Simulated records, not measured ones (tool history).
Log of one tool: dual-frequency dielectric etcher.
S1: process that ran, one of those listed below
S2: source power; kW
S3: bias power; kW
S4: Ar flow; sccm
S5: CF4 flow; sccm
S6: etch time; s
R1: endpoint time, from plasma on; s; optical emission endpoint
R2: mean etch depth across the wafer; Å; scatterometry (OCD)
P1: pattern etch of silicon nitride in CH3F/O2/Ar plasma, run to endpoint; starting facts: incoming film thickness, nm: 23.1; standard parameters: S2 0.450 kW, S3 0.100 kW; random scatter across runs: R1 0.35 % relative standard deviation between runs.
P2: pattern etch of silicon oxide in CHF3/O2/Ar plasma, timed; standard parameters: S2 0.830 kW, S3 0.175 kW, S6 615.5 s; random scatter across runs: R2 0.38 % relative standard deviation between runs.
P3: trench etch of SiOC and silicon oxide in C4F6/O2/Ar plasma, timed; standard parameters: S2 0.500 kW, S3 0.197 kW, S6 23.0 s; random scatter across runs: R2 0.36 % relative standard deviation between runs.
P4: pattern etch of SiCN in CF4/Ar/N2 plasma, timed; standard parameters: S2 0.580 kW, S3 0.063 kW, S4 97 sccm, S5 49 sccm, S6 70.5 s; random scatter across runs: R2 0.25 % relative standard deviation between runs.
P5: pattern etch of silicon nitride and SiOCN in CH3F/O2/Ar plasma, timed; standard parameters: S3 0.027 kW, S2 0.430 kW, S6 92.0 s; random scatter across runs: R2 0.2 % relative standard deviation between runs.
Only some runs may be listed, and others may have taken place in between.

run 1 hour=11.4 | S1=P1 S2=0.450 S3=0.100 | R1=28.182
run 2 hour=20.2 | S1=P4 S2=0.780 S3=0.063 S4=97 S5=49 S6=70.5 | R2=891.18
run 3 hour=26.6 | S1=P3 S2=0.500 S3=0.197 S6=23.0 | R2=509.89
run 4 hour=35.8 | S1=P1 S2=0.270 S3=0.100 | R1=34.251
run 5 hour=45.5 | S1=P1 S2=0.570 S3=0.063 | R1=30.522
run 6 hour=50.9 | S1=P1 S2=0.530 S3=0.100 | R1=26.818
run 7 hour=60.8 | S1=P2 S2=0.830 S3=0.175 S6=615.5 | R2=13381.00
run 8 hour=68.4 | S1=P4 S2=0.580 S3=0.063 S4=115 S5=49 S6=70.5 | R2=664.79
run 9 hour=76.3 | S1=P1 S2=0.450 S3=0.122 | R1=26.503
run 10 hour=84.6 | S1=P3 S2=0.500 S3=0.197 S6=12.5 | R2=274.49
run 11 hour=96.4 | S1=P2 S2=0.830 S3=0.247 S6=615.5 | R2=14981.00
run 12 hour=103.5 | S1=P4 S2=0.580 S3=0.063 S4=97 S5=49 S6=70.5 | R2=688.85
run 13 hour=111.6 | S1=P1 S2=0.450 S3=0.100 | R1=28.269
run 14 hour=120.3 | S1=P3 S2=0.500 S3=0.256 S6=23.0 | R2=554.59
run 15 hour=132.7 | S1=P5 S2=0.570 S3=0.027 S6=92.0 | R2=155.20
run 16 hour=144.1 | S1=P3 S2=0.500 S3=0.197 S6=23.0 | R2=511.35
run 17 hour=155.2 | S1=P2 S2=1.020 S3=0.175 S6=615.5 | R2=14593.00
run 18 hour=166.2 | S1=P1 S2=0.450 S3=0.064 | R1=33.064
run 19 hour=177.9 | S1=P5 S2=0.430 S3=0.017 S6=92.0 | R2=115.05
run 20 hour=186.9 | S1=P1 S2=0.450 S3=0.100 | R1=28.439
run 21 hour=192.7 | S1=P4 S2=0.580 S3=0.063 S4=97 S5=63 S6=70.5 | R2=717.95
run 22 hour=199.9 | S1=P1 S2=0.450 S3=0.100 | R1=28.107
run 23 hour=210.4 | S1=P3 S2=0.300 S3=0.197 S6=23.0 | R2=417.64
run 24 hour=222.2 | S1=P4 S2=0.580 S3=0.063 S4=97 S5=49 S6=70.5 | R2=686.75
run 25 hour=230.3 | S1=P4 S2=0.580 S3=0.063 S4=97 S5=49 S6=43.5 | R2=424.39
run 26 hour=238.1 | S1=P5 S2=0.430 S3=0.027 S6=92.0 | R2=140.58
run 27 hour=247.9 | S1=P5 S2=0.430 S3=0.027 S6=134.5 | R2=204.89
run 28 hour=258.6 | S1=P2 S2=0.830 S3=0.175 S6=376.0 | R2=8144.00
run 29 hour=269.7 | S1=P4 S2=0.580 S3=0.079 S4=97 S5=49 S6=70.5 | R2=745.46
run 30 hour=280.8 | S1=P1 S2=0.450 S3=0.100 | R1=28.256
run 31 hour=292.4 | S1=P1 S2=0.450 S3=0.100 | R1=28.170
run 32 hour=302.8 | S1=P1 S2=0.450 S3=0.100 | R1=28.118
run 33 hour=310.7 | S1=P1 S2=0.450 S3=0.100 | R1=28.022
run 34 hour=322.6 | S1=P1 S2=0.450 S3=0.100 | R1=27.918
-- hour=327.9 wet clean of the chamber
run 35 hour=332.5 | S1=P1 S2=0.450 S3=0.100 | R1=27.817
run 36 hour=341.3 | S1=P1 S2=0.450 S3=0.100 | R1=27.746
run 37 hour=351.0 | S1=P1 S2=0.450 S3=0.100 | R1=27.704
run 38 hour=361.5 | S1=P1 S2=0.450 S3=0.100 | R1=27.865
run 39 hour=372.9 | S1=P1 S2=0.450 S3=0.100 | R1=27.757
run 40 hour=378.4 | S1=P1 S2=0.450 S3=0.100 | R1=27.813
run 41 hour=388.0 | S1=P1 S2=0.450 S3=0.100 | R1=27.733

The output of P1 has drifted from where it used to be. Each of the 2 causes below, taken at the size shown beside it, accounts for the log equally well:
A: bias power that arrives over what is set, % = 4.86
B: source power that arrives over what is set, % = 4.76
The drift started at roughly hour 292.4.
The rest of the possible causes, and what rules out each one:
chamber walls in a state that raises the etch rate, %: work on it at hour 327.9, done after the drift set in, did not restore what the process gave before

The check runs listed below each take one wafer, and their results are still question marks. Under which run would the listed causes lead to clearly different results?
run check 1 hour=397.6 | S1=P3 S2=0.390 S3=0.248 S6=23.0 | R2=?
run check 2 hour=397.6 | S1=P2 S2=0.980 S3=0.223 S6=615.5 | R2=?
run check 3 hour=397.6 | S1=P5 S2=0.430 S3=0.018 S6=92.0 | R2=?
run check 4 hour=397.6 | S1=P4 S2=0.720 S3=0.063 S4=97 S5=49 S6=45.0 | R2=?

Outcome of each check run for each possible cause:
check=check_1 result=R2 if_A=505.27 if_B=506.10
check=check_2 result=R2 if_A=15731.00 if_B=15756.00
check=check_3 result=R2 if_A=120.00 if_B=119.56
check=check_4 result=R2 if_A=539.44 if_B=552.84
Gap, in per cent, between the two causes that each check separates least, read from the result that separates them most: check 1 0.16 %; check 2 0.16 %; check 3 0.37 %; check 4 2.45 %
The other checks would show nearly matching results whichever cause is true, so check 4 is the only one that separates the causes.

Running check 4 produced the following: R2 537.93 Å. Which one of the listed causes fits?

It is A: bias power that arrives over what is set, %.
